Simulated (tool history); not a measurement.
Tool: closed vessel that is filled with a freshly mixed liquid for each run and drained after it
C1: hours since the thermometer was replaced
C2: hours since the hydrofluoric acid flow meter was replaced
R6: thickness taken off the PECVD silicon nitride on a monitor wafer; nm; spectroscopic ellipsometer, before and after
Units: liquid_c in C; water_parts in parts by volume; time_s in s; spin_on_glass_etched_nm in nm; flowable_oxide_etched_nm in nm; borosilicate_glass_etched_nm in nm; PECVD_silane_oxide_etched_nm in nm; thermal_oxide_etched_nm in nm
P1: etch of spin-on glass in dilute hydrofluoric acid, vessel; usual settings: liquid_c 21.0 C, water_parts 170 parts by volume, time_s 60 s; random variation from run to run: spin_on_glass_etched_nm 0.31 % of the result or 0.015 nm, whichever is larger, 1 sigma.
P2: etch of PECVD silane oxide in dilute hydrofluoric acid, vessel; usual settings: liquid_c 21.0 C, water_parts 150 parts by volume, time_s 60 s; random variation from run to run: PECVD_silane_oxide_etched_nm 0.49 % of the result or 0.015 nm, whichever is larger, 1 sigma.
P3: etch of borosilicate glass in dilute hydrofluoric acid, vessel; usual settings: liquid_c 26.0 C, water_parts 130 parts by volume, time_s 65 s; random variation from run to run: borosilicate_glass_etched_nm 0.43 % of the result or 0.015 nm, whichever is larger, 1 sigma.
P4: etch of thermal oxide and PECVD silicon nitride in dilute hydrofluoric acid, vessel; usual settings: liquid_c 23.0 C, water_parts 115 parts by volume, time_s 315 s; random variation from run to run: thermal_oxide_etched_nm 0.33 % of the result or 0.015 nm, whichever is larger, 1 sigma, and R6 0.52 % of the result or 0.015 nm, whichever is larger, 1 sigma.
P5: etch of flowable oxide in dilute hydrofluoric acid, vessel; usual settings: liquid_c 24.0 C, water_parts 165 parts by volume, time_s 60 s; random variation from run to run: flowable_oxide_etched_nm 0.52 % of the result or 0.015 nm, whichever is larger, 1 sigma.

{"run": 1, "day": 0.408, "process": "P1", "liquid_c": 21.0, "water_parts": 170, "time_s": 60, "C1": 357.2, "C2": 746.2, "spin_on_glass_etched_nm": 11.411}
{"run": 2, "day": 1.012, "process": "P5", "liquid_c": 24.0, "water_parts": 165, "time_s": 60, "C1": 371.7, "C2": 760.7, "flowable_oxide_etched_nm": 17.941}
{"run": 3, "day": 1.775, "process": "P3", "liquid_c": 26.0, "water_parts": 130, "time_s": 65, "C1": 390.0, "C2": 779.0, "borosilicate_glass_etched_nm": 14.476}
{"run": 4, "day": 2.529, "process": "P2", "liquid_c": 21.0, "water_parts": 150, "time_s": 90, "C1": 408.1, "C2": 797.1, "PECVD_silane_oxide_etched_nm": 20.5}
{"run": 5, "day": 3.038, "process": "P1", "liquid_c": 21.0, "water_parts": 85, "time_s": 60, "C1": 420.3, "C2": 809.3, "spin_on_glass_etched_nm": 24.876}
{"run": 6, "day": 3.462, "process": "P1", "liquid_c": 21.0, "water_parts": 170, "time_s": 60, "C1": 430.5, "C2": 819.5, "spin_on_glass_etched_nm": 11.374}
{"run": 7, "day": 4.042, "process": "P1", "liquid_c": 17.0, "water_parts": 60, "time_s": 60, "C1": 444.4, "C2": 833.4, "spin_on_glass_etched_nm": 30.633}
{"run": 8, "day": 4.754, "process": "P4", "liquid_c": 23.0, "water_parts": 115, "time_s": 315, "C1": 461.5, "C2": 850.5, "thermal_oxide_etched_nm": 12.483, "R6": 10.281}
{"run": 9, "day": 5.454, "process": "P2", "liquid_c": 21.0, "water_parts": 270, "time_s": 60, "C1": 478.3, "C2": 867.3, "PECVD_silane_oxide_etched_nm": 6.6953}
{"run": 10, "day": 5.8, "process": "P1", "liquid_c": 29.5, "water_parts": 170, "time_s": 60, "C1": 486.6, "C2": 875.6, "spin_on_glass_etched_nm": 15.595}
{"run": 11, "day": 6.546, "process": "P1", "liquid_c": 21.0, "water_parts": 170, "time_s": 30, "C1": 504.5, "C2": 893.5, "spin_on_glass_etched_nm": 5.6775}
{"day": 7.0, "done": "hydrofluoric acid flow meter replaced"}
{"run": 12, "day": 7.017, "process": "P5", "liquid_c": 24.0, "water_parts": 165, "time_s": 100, "C1": 515.8, "C2": 0.4, "flowable_oxide_etched_nm": 30.099}
{"run": 13, "day": 7.558, "process": "P1", "liquid_c": 21.0, "water_parts": 235, "time_s": 30, "C1": 528.8, "C2": 13.4, "spin_on_glass_etched_nm": 3.8154}
{"run": 14, "day": 7.904, "process": "P4", "liquid_c": 23.0, "water_parts": 115, "time_s": 315, "C1": 537.1, "C2": 21.7, "thermal_oxide_etched_nm": 12.457, "R6": 10.152}
{"run": 15, "day": 8.667, "process": "P4", "liquid_c": 17.0, "water_parts": 115, "time_s": 315, "C1": 555.4, "C2": 40.0, "thermal_oxide_etched_nm": 9.7472, "R6": 6.8747}
{"run": 16, "day": 9.388, "process": "P2", "liquid_c": 21.0, "water_parts": 150, "time_s": 60, "C1": 572.7, "C2": 57.3, "PECVD_silane_oxide_etched_nm": 13.591}
{"run": 17, "day": 10.129, "process": "P3", "liquid_c": 26.0, "water_parts": 130, "time_s": 110, "C1": 590.5, "C2": 75.1, "borosilicate_glass_etched_nm": 24.402}
{"run": 18, "day": 10.767, "process": "P1", "liquid_c": 17.0, "water_parts": 170, "time_s": 60, "C1": 605.8, "C2": 90.4, "spin_on_glass_etched_nm": 9.6627}
{"run": 19, "day": 11.558, "process": "P1", "liquid_c": 21.0, "water_parts": 240, "time_s": 60, "C1": 624.8, "C2": 109.4, "spin_on_glass_etched_nm": 7.488}
{"run": 20, "day": 12.142, "process": "P3", "liquid_c": 26.0, "water_parts": 215, "time_s": 65, "C1": 638.8, "C2": 123.4, "borosilicate_glass_etched_nm": 7.9581}
{"run": 21, "day": 12.792, "process": "P4", "liquid_c": 23.0, "water_parts": 115, "time_s": 535, "C1": 654.4, "C2": 139.0, "thermal_oxide_etched_nm": 21.007, "R6": 17.468}
{"run": 22, "day": 13.138, "process": "P3", "liquid_c": 30.0, "water_parts": 130, "time_s": 65, "C1": 662.7, "C2": 147.3, "borosilicate_glass_etched_nm": 16.908}
{"run": 23, "day": 13.754, "process": "P1", "liquid_c": 21.0, "water_parts": 170, "time_s": 90, "C1": 677.5, "C2": 162.1, "spin_on_glass_etched_nm": 17.031}
{"run": 24, "day": 14.542, "process": "P5", "liquid_c": 24.0, "water_parts": 285, "time_s": 60, "C1": 696.4, "C2": 181.0, "flowable_oxide_etched_nm": 9.231}
{"run": 25, "day": 15.296, "process": "P4", "liquid_c": 23.0, "water_parts": 65, "time_s": 315, "C1": 714.5, "C2": 199.1, "thermal_oxide_etched_nm": 23.338, "R6": 18.072}
{"run": 26, "day": 15.871, "process": "P5", "liquid_c": 29.5, "water_parts": 165, "time_s": 60, "C1": 728.3, "C2": 212.9, "flowable_oxide_etched_nm": 22.307}
{"run": 27, "day": 16.404, "process": "P1", "liquid_c": 21.0, "water_parts": 170, "time_s": 60, "C1": 741.1, "C2": 225.7, "spin_on_glass_etched_nm": 11.328}
{"run": 28, "day": 16.775, "process": "P1", "liquid_c": 21.0, "water_parts": 170, "time_s": 60, "C1": 750.0, "C2": 234.6, "spin_on_glass_etched_nm": 11.279}
{"run": 29, "day": 17.288, "process": "P1", "liquid_c": 21.0, "water_parts": 170, "time_s": 60, "C1": 762.3, "C2": 246.9, "spin_on_glass_etched_nm": 11.3}
{"run": 30, "day": 17.842, "process": "P1", "liquid_c": 27.0, "water_parts": 170, "time_s": 30, "C1": 775.6, "C2": 260.2, "spin_on_glass_etched_nm": 7.1088}
{"run": 31, "day": 18.317, "process": "P3", "liquid_c": 26.0, "water_parts": 130, "time_s": 65, "C1": 787.0, "C2": 271.6, "borosilicate_glass_etched_nm": 14.329}
{"run": 32, "day": 18.696, "process": "P2", "liquid_c": 17.0, "water_parts": 150, "time_s": 60, "C1": 796.1, "C2": 280.7, "PECVD_silane_oxide_etched_nm": 11.625}
{"run": 33, "day": 19.362, "process": "P1", "liquid_c": 21.0, "water_parts": 170, "time_s": 60, "C1": 812.1, "C2": 296.7, "spin_on_glass_etched_nm": 11.317}
{"run": 34, "day": 19.75, "process": "P1", "liquid_c": 21.0, "water_parts": 170, "time_s": 60, "C1": 821.4, "C2": 306.0, "spin_on_glass_etched_nm": 11.311}
{"run": 35, "day": 20.208, "process": "P1", "liquid_c": 21.0, "water_parts": 170, "time_s": 60, "C1": 832.4, "C2": 317.0, "spin_on_glass_etched_nm": 10.93}
{"run": 36, "day": 20.688, "process": "P1", "liquid_c": 21.0, "water_parts": 170, "time_s": 60, "C1": 843.9, "C2": 328.5, "spin_on_glass_etched_nm": 10.694}
{"run": 37, "day": 21.183, "process": "P1", "liquid_c": 21.0, "water_parts": 170, "time_s": 60, "C1": 855.8, "C2": 340.4, "spin_on_glass_etched_nm": 10.543}
{"run": 38, "day": 21.679, "process": "P1", "liquid_c": 21.0, "water_parts": 170, "time_s": 60, "C1": 867.7, "C2": 352.3, "spin_on_glass_etched_nm": 10.498}
{"run": 39, "day": 22.075, "process": "P1", "liquid_c": 21.0, "water_parts": 170, "time_s": 60, "C1": 877.2, "C2": 361.8, "spin_on_glass_etched_nm": 10.452}
{"run": 40, "day": 22.621, "process": "P1", "liquid_c": 21.0, "water_parts": 170, "time_s": 60, "C1": 890.3, "C2": 374.9, "spin_on_glass_etched_nm": 10.492}

What P1 gives has crept away from where it was. These 2 causes fit the log equally well, each at the size given:
A: hydrofluoric acid flow below the setpoint (%) = 6.34
B: liquid colder than its thermometer reads (K) = 1.97
The creep began at about day 19.750.

4 check runs are offered, one wafer each, their results left as question marks. Which one tells the causes apart?
{"run": "check 1", "day": 23.167, "process": "P3", "liquid_c": 26.0, "water_parts": 205, "time_s": 65, "borosilicate_glass_etched_nm": "?"}
{"run": "check 2", "day": 23.167, "process": "P5", "liquid_c": 29.0, "water_parts": 165, "time_s": 60, "flowable_oxide_etched_nm": "?"}
{"run": "check 3", "day": 23.167, "process": "P4", "liquid_c": 17.0, "water_parts": 115, "time_s": 495, "thermal_oxide_etched_nm": "?", "R6": "?"}
{"run": "check 4", "day": 23.167, "process": "P2", "liquid_c": 21.0, "water_parts": 205, "time_s": 60, "PECVD_silane_oxide_etched_nm": "?"}

What each check would give under each cause:
check=check_1 result=borosilicate_glass_etched_nm if_A=7.7668 if_B=7.8383
check=check_2 result=flowable_oxide_etched_nm if_A=20.133 if_B=20.294
check=check_3 result=thermal_oxide_etched_nm if_A=14.2090 if_B=14.0700
check=check_3 result=R6 if_A=10.0900 if_B=9.3656
check=check_4 result=PECVD_silane_oxide_etched_nm if_A=8.6591 if_B=8.6889
How far apart the two closest causes lie, in the result that separates them most: check 1 0.92 %; check 2 0.8 %; check 3 7.45 %; check 4 0.34 %
Only check 3 tells the causes apart: in the others they would give nearly the same result.

Then check 3 was run and gave: thermal_oxide_etched_nm 14.0690 nm; R6 9.3654 nm. Which cause is it?

It is B: liquid colder than its thermometer reads (K).
